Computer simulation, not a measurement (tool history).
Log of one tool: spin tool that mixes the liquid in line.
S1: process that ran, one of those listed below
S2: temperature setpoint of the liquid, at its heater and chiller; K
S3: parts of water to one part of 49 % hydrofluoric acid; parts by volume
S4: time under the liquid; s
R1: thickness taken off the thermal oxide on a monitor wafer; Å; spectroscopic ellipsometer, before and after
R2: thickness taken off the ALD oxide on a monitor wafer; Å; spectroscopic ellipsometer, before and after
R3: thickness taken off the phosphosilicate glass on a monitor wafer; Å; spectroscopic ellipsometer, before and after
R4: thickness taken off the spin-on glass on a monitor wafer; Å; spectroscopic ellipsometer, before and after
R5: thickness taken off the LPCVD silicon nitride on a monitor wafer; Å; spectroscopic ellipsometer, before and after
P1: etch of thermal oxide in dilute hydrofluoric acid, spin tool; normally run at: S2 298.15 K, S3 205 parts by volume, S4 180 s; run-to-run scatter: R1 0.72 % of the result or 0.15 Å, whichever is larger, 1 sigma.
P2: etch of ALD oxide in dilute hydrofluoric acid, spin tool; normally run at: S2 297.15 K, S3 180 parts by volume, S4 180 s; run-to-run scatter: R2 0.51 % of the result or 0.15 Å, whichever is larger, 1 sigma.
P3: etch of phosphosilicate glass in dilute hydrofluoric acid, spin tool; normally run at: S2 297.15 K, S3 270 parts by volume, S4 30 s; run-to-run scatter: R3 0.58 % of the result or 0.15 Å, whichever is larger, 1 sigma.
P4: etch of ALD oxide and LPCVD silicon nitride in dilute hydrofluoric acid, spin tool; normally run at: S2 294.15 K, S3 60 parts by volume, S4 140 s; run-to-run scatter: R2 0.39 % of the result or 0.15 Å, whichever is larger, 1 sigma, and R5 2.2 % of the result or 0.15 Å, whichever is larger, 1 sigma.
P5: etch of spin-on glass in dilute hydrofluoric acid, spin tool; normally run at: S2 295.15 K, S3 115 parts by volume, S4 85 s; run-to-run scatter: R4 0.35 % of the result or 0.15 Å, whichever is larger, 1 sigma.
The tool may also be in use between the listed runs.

run,hour,S1,S2,S3,S4,R1,R2,R3,R4,R5
1,11.2,P1,298.15,205,180,37.664,,,,
2,23.9,P2,302.65,180,180,,109.98,,,
3,36,P3,297.15,270,15,,,53.249,,
4,42.9,P1,292.65,205,85,14.569,,,,
5,51.8,P2,297.15,55,180,,343.33,,,
6,61.7,P5,295.15,115,155,,,,754.66,
7,70.5,P4,294.15,60,280,,552.6,,,18.082
8,82.1,P1,298.15,205,180,37.429,,,,
9,91.6,P1,292.65,205,180,30.597,,,,
10,102.4,P5,295.15,115,85,,,,412.04,
11,108.1,P5,295.15,215,85,,,,198.94,
12,113.7,P5,295.15,115,85,,,,412.32,
13,120.6,P4,294.15,60,140,,276.79,,,8.9272
14,132.4,P1,298.15,205,20,3.9968,,,,
15,139.7,P1,293.65,205,265,46.991,,,,
16,150.4,P3,290.15,270,30,,,83.046,,
17,158.9,P1,298.15,205,360,75.324,,,,
18,167.8,P1,298.15,365,270,27.309,,,,
19,176.1,P2,297.15,180,315,,157.68,,,
20,182.7,P4,302.15,60,140,,383.23,,,15.08
21,194.8,P5,303.65,115,85,,,,570.12,
22,202.1,P1,298.15,205,180,37.35,,,,
23,208,P1,298.15,110,180,78.178,,,,
24,220.3,P3,297.15,270,30,,,107.8,,
25,230.3,P4,294.15,60,140,,277.23,,,9.2022
26,238,P4,294.15,105,140,,149.48,,,5.1412
27,244.1,P2,297.15,180,180,,89.427,,,
28,255.6,P1,298.15,335,180,19.748,,,,
29,262.4,P3,297.15,115,30,,,301.32,,
30,272.5,P1,298.15,205,180,37.34,,,,
31,281.8,P3,297.15,270,30,,,106.94,,
32,290,P1,305.65,205,180,48.708,,,,
33,299.5,P1,298.15,205,180,37.702,,,,
34,311.8,P1,298.15,205,180,36.12,,,,
35,319.4,P1,298.15,205,180,35.88,,,,
36,330.2,P1,298.15,205,180,35.811,,,,
37,336,P1,298.15,205,180,35.346,,,,
38,346.7,P1,298.15,205,180,35.533,,,,
39,355.3,P1,298.15,205,180,35.313,,,,
40,361.8,P1,298.15,205,180,35.557,,,,

What P1 gives has crept away from where it was. These 2 causes fit the log equally well, each at the size given:
A: hydrofluoric acid flow below the setpoint (%) = 4.84
B: liquid colder than its thermometer reads (K) = 1.66
The creep began at about hour 299.5.

4 check runs are offered, each on 5 wafers whose results are averaged, their results left as question marks. Which one tells the causes apart?
check 1,368.3,P3,291.65,270,30,,,?,,
check 2,368.3,P2,301.15,180,180,,?,,,
check 3,368.3,P4,300.65,60,140,,?,,,?
check 4,368.3,P5,302.15,205,85,,,,?,

What each check would give under each cause:
check,result,if A,if B
check 1,R3,82.433,82.298
check 2,R2,98.134,98.185
check 3,R2,341.56,337.35
check 3,R5,13.43,12.646
check 4,R4,254.43,255.36
How far apart the two closest causes lie, in the result that separates them most: check 1 0.16 %; check 2 0.05 %; check 3 6.01 %; check 4 0.36 %
Check 3 tells the causes apart: in the others they would give nearly the same result.

Check 3 was then run and gave: R2 341.47 Å; R5 13.5 Å. Which cause is it?

It is A: hydrofluoric acid flow below the setpoint (%).

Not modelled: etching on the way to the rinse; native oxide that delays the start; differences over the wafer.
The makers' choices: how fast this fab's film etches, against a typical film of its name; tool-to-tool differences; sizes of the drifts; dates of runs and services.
